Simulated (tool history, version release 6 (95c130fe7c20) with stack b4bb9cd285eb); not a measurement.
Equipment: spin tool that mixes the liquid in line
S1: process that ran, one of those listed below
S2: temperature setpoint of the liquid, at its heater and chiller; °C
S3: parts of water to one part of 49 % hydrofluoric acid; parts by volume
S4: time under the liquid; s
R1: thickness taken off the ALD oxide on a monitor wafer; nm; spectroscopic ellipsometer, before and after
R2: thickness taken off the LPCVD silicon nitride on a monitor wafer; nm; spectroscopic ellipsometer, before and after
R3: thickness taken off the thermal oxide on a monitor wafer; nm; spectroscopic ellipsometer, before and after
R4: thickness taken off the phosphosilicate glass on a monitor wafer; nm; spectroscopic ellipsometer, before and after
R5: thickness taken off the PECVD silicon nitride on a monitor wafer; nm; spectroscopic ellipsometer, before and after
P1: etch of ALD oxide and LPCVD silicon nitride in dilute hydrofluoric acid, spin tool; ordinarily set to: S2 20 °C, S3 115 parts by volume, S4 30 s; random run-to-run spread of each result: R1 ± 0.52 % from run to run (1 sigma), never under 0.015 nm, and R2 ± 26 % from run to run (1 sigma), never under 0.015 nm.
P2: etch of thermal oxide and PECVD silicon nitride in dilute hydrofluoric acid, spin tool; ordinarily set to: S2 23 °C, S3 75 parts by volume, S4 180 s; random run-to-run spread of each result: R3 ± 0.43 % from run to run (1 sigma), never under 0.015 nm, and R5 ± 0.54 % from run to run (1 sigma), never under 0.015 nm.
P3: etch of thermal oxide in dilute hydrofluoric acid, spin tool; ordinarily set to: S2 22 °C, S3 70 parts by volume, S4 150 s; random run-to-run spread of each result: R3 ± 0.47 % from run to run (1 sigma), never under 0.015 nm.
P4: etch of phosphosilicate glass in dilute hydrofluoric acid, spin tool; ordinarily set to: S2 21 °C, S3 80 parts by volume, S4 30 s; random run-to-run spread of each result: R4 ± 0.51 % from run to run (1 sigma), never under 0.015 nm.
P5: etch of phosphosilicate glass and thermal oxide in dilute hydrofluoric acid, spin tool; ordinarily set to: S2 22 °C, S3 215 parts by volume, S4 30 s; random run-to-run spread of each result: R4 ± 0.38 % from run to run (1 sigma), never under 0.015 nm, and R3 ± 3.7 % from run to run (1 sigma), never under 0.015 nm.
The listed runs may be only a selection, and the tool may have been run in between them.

run 1 day=0.721 | S1=P1 S2=20 S3=115 S4=30 | R1=6.8819 R2=0.08773
run 2 day=1.321 | S1=P1 S2=20 S3=115 S4=30 | R1=6.834 R2=0.10847
run 3 day=1.804 | S1=P1 S2=20 S3=115 S4=15 | R1=3.4316 R2=0.0807
run 4 day=2.462 | S1=P1 S2=20 S3=115 S4=30 | R1=6.8702 R2=0.083647
run 5 day=2.908 | S1=P1 S2=20 S3=115 S4=30 | R1=6.8405 R2=0.10042
run 6 day=3.462 | S1=P3 S2=22 S3=70 S4=150 | R3=9.058
run 7 day=3.946 | S1=P4 S2=17 S3=80 S4=30 | R4=21.474
run 8 day=4.604 | S1=P1 S2=17 S3=115 S4=30 | R1=6.123 R2=0.083326
run 9 day=5.204 | S1=P4 S2=21 S3=80 S4=30 | R4=25.101
run 10 day=5.642 | S1=P1 S2=20 S3=200 S4=30 | R1=3.6415 R2=0.049985
run 11 day=6.017 | S1=P5 S2=27 S3=215 S4=30 | R3=0.66114 R4=9.0634
run 12 day=6.571 | S1=P5 S2=22 S3=215 S4=30 | R3=0.56743 R4=7.601
run 13 day=7.021 | S1=P1 S2=20 S3=115 S4=30 | R1=6.8361 R2=0.059016
run 14 day=7.783 | S1=P5 S2=22 S3=370 S4=30 | R3=0.29045 R4=3.8267
run 15 day=8.525 | S1=P1 S2=20 S3=70 S4=30 | R1=11.827 R2=0.1806
run 16 day=9.275 | S1=P2 S2=23 S3=75 S4=180 | R3=11.252 R5=12.388
run 17 day=9.738 | S1=P1 S2=28 S3=115 S4=30 | R1=9.3861 R2=0.19925
run 18 day=10.121 | S1=P1 S2=20 S3=115 S4=60 | R1=13.862 R2=0.070211
run 19 day=10.854 | S1=P2 S2=23 S3=25 S4=180 | R3=36.217 R5=36.086
run 20 day=11.512 | S1=P5 S2=22 S3=215 S4=30 | R3=0.55402 R4=7.5449
run 21 day=12.092 | S1=P1 S2=24 S3=25 S4=30 | R1=41.797 R2=0.4427
run 22 day=12.846 | S1=P3 S2=22 S3=70 S4=150 | R3=9.0695
run 23 day=13.417 | S1=P5 S2=22 S3=215 S4=15 | R3=0.27121 R4=3.8173
run 24 day=14.212 | S1=P4 S2=21 S3=80 S4=15 | R4=12.504
run 25 day=14.704 | S1=P4 S2=21 S3=145 S4=30 | R4=12.953
run 26 day=15.092 | S1=P3 S2=22 S3=70 S4=250 | R3=15.202
run 27 day=15.667 | S1=P2 S2=23 S3=75 S4=335 | R3=21.125 R5=22.929
run 28 day=16.212 | S1=P1 S2=20 S3=185 S4=45 | R1=5.9886 R2=0.09612
run 29 day=16.596 | S1=P3 S2=22 S3=20 S4=150 | R3=33.67
run 30 day=17.104 | S1=P1 S2=20 S3=175 S4=15 | R1=2.1159 R2=0.019926
run 31 day=17.6 | S1=P2 S2=30.5 S3=75 S4=180 | R3=15.247 R5=19.966
run 32 day=18.312 | S1=P3 S2=17 S3=70 S4=150 | R3=7.2617
run 33 day=19.021 | S1=P1 S2=20 S3=115 S4=30 | R1=6.8466 R2=0.047152
run 34 day=19.588 | S1=P1 S2=20 S3=115 S4=30 | R1=6.6374 R2=0.1258
run 35 day=20.288 | S1=P1 S2=20 S3=115 S4=30 | R1=6.5761 R2=0.12869
run 36 day=20.833 | S1=P1 S2=20 S3=115 S4=30 | R1=6.5258 R2=0.10234
run 37 day=21.254 | S1=P1 S2=20 S3=115 S4=30 | R1=6.4384 R2=0.094677
run 38 day=21.983 | S1=P1 S2=20 S3=115 S4=30 | R1=6.3841 R2=0.092288
run 39 day=22.438 | S1=P1 S2=20 S3=115 S4=30 | R1=6.3863 R2=0.086444

The log shows P1 creeping away from where it was. Any of the 2 causes listed here, at the size stated for it, fits the log just as well as the others:
A: hydrofluoric acid flow below the setpoint (%) = 5.34
B: liquid colder than its thermometer reads (K) = 1.52
The creep began at about day 19.021.

Each of the 4 check runs below uses one wafer; its results are left as question marks. Which run tells the causes apart?
run check 1 day=22.892 | S1=P5 S2=22 S3=215 S4=30 | R3=? R4=?
run check 2 day=22.892 | S1=P2 S2=23 S3=75 S4=180 | R3=? R5=?
run check 3 day=22.892 | S1=P3 S2=22 S3=70 S4=150 | R3=?
run check 4 day=22.892 | S1=P4 S2=21 S3=80 S4=30 | R4=?

Predicted outcomes, by check and by cause:
check=check_1 result=R3 if_A=0.513 if_B=0.51799
check=check_1 result=R4 if_A=7.0827 if_B=7.1517
check=check_2 result=R3 if_A=10.67 if_B=10.647
check=check_2 result=R5 if_A=11.616 if_B=11.063
check=check_3 result=R3 if_A=8.5251 if_B=8.497
check=check_4 result=R4 if_A=23.674 if_B=23.604
Per-check spread between the two closest causes, in the result where they differ most: check 1 0.97 %; check 2 4.88 %; check 3 0.33 %; check 4 0.3 %
Of the check runs offered, only check 2 discriminates between the causes; the rest would read about the same regardless of which cause applies.

Check 2 has now been run. It gave: R3 10.54 nm; R5 11.144 nm. Which of the candidate causes is it?

It was cause B: liquid colder than its thermometer reads (K).
